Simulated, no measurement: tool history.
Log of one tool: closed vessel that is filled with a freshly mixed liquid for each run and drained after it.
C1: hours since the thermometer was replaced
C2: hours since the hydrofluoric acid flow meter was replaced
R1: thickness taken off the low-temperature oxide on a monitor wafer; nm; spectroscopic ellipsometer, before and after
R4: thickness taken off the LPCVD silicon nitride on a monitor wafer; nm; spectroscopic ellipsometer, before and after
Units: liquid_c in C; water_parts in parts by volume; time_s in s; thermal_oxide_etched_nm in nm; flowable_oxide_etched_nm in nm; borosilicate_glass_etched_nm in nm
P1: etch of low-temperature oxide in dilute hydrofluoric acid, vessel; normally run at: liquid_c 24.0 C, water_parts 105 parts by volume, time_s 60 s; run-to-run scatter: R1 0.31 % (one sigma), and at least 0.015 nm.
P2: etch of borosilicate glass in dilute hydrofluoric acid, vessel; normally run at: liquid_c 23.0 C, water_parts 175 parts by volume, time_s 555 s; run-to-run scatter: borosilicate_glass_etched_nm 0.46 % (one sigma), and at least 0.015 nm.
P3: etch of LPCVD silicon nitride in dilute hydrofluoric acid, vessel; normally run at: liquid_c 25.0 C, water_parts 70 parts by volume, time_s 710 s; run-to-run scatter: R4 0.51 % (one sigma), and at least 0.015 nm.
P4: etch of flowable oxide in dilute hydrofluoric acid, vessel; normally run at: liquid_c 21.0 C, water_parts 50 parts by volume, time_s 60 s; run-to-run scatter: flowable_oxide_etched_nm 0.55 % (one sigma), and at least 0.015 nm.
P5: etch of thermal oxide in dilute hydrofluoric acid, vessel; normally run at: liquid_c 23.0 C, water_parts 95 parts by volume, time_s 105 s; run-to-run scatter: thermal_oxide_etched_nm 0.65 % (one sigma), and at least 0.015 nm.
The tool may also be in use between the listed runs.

run 1 hour=13.0 | process=P1 liquid_c=24.0 water_parts=105 time_s=60 | C1=235.3 C2=385.3 | R1=13.2970
run 2 hour=28.1 | process=P5 liquid_c=17.0 water_parts=95 time_s=105 | C1=250.4 C2=400.4 | thermal_oxide_etched_nm=3.6948
run 3 hour=45.6 | process=P4 liquid_c=21.0 water_parts=30 time_s=60 | C1=267.9 C2=417.9 | flowable_oxide_etched_nm=54.782
run 4 hour=58.8 | process=P1 liquid_c=24.0 water_parts=105 time_s=115 | C1=281.1 C2=431.1 | R1=25.5000
run 5 hour=69.2 | process=P3 liquid_c=25.0 water_parts=70 time_s=1325 | C1=291.5 C2=441.5 | R4=9.8606
run 6 hour=82.5 | process=P3 liquid_c=25.0 water_parts=20 time_s=710 | C1=304.8 C2=454.8 | R4=18.0680
run 7 hour=93.0 | process=P2 liquid_c=23.0 water_parts=310 time_s=555 | C1=315.3 C2=465.3 | borosilicate_glass_etched_nm=23.5140
run 8 hour=101.2 | process=P4 liquid_c=21.0 water_parts=50 time_s=60 | C1=323.5 C2=473.5 | flowable_oxide_etched_nm=32.284
run 9 hour=110.4 | process=P1 liquid_c=24.0 water_parts=105 time_s=60 | C1=332.7 C2=482.7 | R1=13.3450
run 10 hour=127.7 | process=P1 liquid_c=24.0 water_parts=155 time_s=60 | C1=350.0 C2=500.0 | R1=8.4953
run 11 hour=141.3 | process=P2 liquid_c=23.0 water_parts=175 time_s=555 | C1=363.6 C2=513.6 | borosilicate_glass_etched_nm=47.7600
run 12 hour=158.5 | process=P1 liquid_c=29.5 water_parts=105 time_s=105 | C1=380.8 C2=530.8 | R1=28.6770
run 13 hour=173.3 | process=P3 liquid_c=25.0 water_parts=70 time_s=710 | C1=395.6 C2=545.6 | R4=5.3318
run 14 hour=189.5 | process=P4 liquid_c=26.5 water_parts=50 time_s=60 | C1=411.8 C2=561.8 | flowable_oxide_etched_nm=40.092
run 15 hour=208.0 | process=P1 liquid_c=24.0 water_parts=105 time_s=60 | C1=430.3 C2=580.3 | R1=13.3480
run 16 hour=226.3 | process=P5 liquid_c=23.0 water_parts=95 time_s=30 | C1=448.6 C2=598.6 | thermal_oxide_etched_nm=1.3363
run 17 hour=237.7 | process=P1 liquid_c=24.0 water_parts=105 time_s=60 | C1=460.0 C2=610.0 | R1=13.3230
run 18 hour=255.4 | process=P4 liquid_c=21.0 water_parts=50 time_s=30 | C1=477.7 C2=627.7 | flowable_oxide_etched_nm=16.030
run 19 hour=267.5 | process=P5 liquid_c=23.0 water_parts=95 time_s=105 | C1=489.8 C2=639.8 | thermal_oxide_etched_nm=4.6993
run 20 hour=280.4 | process=P4 liquid_c=21.0 water_parts=50 time_s=60 | C1=502.7 C2=652.7 | flowable_oxide_etched_nm=32.124
run 21 hour=290.9 | process=P1 liquid_c=32.0 water_parts=105 time_s=115 | C1=513.2 C2=663.2 | R1=34.6340
run 22 hour=302.8 | process=P5 liquid_c=23.0 water_parts=30 time_s=105 | C1=525.1 C2=675.1 | thermal_oxide_etched_nm=16.0710
run 23 hour=316.1 | process=P5 liquid_c=23.0 water_parts=95 time_s=105 | C1=538.4 C2=688.4 | thermal_oxide_etched_nm=4.7381
run 24 hour=333.2 | process=P3 liquid_c=21.0 water_parts=70 time_s=710 | C1=555.5 C2=705.5 | R4=4.0809
run 25 hour=350.8 | process=P3 liquid_c=25.0 water_parts=70 time_s=710 | C1=573.1 C2=723.1 | R4=5.3340
run 26 hour=365.7 | process=P1 liquid_c=24.0 water_parts=105 time_s=60 | C1=588.0 C2=738.0 | R1=13.3030
run 27 hour=383.0 | process=P1 liquid_c=24.0 water_parts=105 time_s=30 | C1=605.3 C2=755.3 | R1=6.6359
run 28 hour=396.1 | process=P1 liquid_c=30.0 water_parts=105 time_s=60 | C1=618.4 C2=768.4 | R1=16.7070
run 29 hour=409.4 | process=P2 liquid_c=17.0 water_parts=175 time_s=555 | C1=631.7 C2=781.7 | borosilicate_glass_etched_nm=37.9540
run 30 hour=423.5 | process=P1 liquid_c=19.5 water_parts=105 time_s=60 | C1=645.8 C2=795.8 | R1=11.0790
run 31 hour=435.2 | process=P1 liquid_c=24.0 water_parts=60 time_s=60 | C1=657.5 C2=807.5 | R1=24.7470
run 32 hour=445.9 | process=P2 liquid_c=23.0 water_parts=175 time_s=90 | C1=668.2 C2=818.2 | borosilicate_glass_etched_nm=7.7903
run 33 hour=454.4 | process=P1 liquid_c=24.0 water_parts=105 time_s=60 | C1=676.7 C2=826.7 | R1=13.2900
run 34 hour=463.4 | process=P1 liquid_c=24.0 water_parts=105 time_s=60 | C1=685.7 C2=835.7 | R1=13.0930
run 35 hour=477.2 | process=P1 liquid_c=24.0 water_parts=105 time_s=60 | C1=699.5 C2=849.5 | R1=12.9330
run 36 hour=495.0 | process=P1 liquid_c=24.0 water_parts=105 time_s=60 | C1=717.3 C2=867.3 | R1=12.7820
run 37 hour=510.0 | process=P1 liquid_c=24.0 water_parts=105 time_s=60 | C1=732.3 C2=882.3 | R1=12.7780
run 38 hour=525.2 | process=P1 liquid_c=24.0 water_parts=105 time_s=60 | C1=747.5 C2=897.5 | R1=12.6090
run 39 hour=538.7 | process=P1 liquid_c=24.0 water_parts=105 time_s=60 | C1=761.0 C2=911.0 | R1=12.6200
run 40 hour=555.9 | process=P1 liquid_c=24.0 water_parts=105 time_s=60 | C1=778.2 C2=928.2 | R1=12.5500
run 41 hour=574.3 | process=P1 liquid_c=24.0 water_parts=105 time_s=60 | C1=796.6 C2=946.6 | R1=12.6310
run 42 hour=584.3 | process=P1 liquid_c=24.0 water_parts=105 time_s=60 | C1=806.6 C2=956.6 | R1=12.4970
run 43 hour=598.0 | process=P1 liquid_c=24.0 water_parts=105 time_s=60 | C1=820.3 C2=970.3 | R1=12.5460
run 44 hour=607.1 | process=P1 liquid_c=24.0 water_parts=105 time_s=60 | C1=829.4 C2=979.4 | R1=12.4870

What P1 gives has crept away from where it was. These 2 causes fit the log equally well, each at the size given:
A: hydrofluoric acid flow below the setpoint (%) = 5.21
B: liquid colder than its thermometer reads (K) = 1.53
The creep began at about hour 454.4.

4 check runs are offered, one wafer each, their results left as question marks. Which one tells the causes apart?
run check 1 hour=616.2 | process=P4 liquid_c=21.0 water_parts=50 time_s=30 | flowable_oxide_etched_nm=?
run check 2 hour=616.2 | process=P5 liquid_c=17.0 water_parts=30 time_s=105 | thermal_oxide_etched_nm=?
run check 3 hour=616.2 | process=P3 liquid_c=21.0 water_parts=70 time_s=1090 | R4=?
run check 4 hour=616.2 | process=P2 liquid_c=17.0 water_parts=175 time_s=110 | borosilicate_glass_etched_nm=?

What each check would give under each cause:
check=check_1 result=flowable_oxide_etched_nm if_A=15.177 if_B=15.057
check=check_2 result=thermal_oxide_etched_nm if_A=11.8920 if_B=11.7450
check=check_3 result=R4 if_A=5.9339 if_B=5.6283
check=check_4 result=borosilicate_glass_etched_nm if_A=7.0741 if_B=7.0753
How far apart the two closest causes lie, in the result that separates them most: check 1 0.79 %; check 2 1.24 %; check 3 5.29 %; check 4 0.02 %
Check 3 tells the causes apart: in the others they would give nearly the same result.

Then check 3 was run and gave: R4 5.9440 nm. Which cause is it?

It is A: hydrofluoric acid flow below the setpoint (%).

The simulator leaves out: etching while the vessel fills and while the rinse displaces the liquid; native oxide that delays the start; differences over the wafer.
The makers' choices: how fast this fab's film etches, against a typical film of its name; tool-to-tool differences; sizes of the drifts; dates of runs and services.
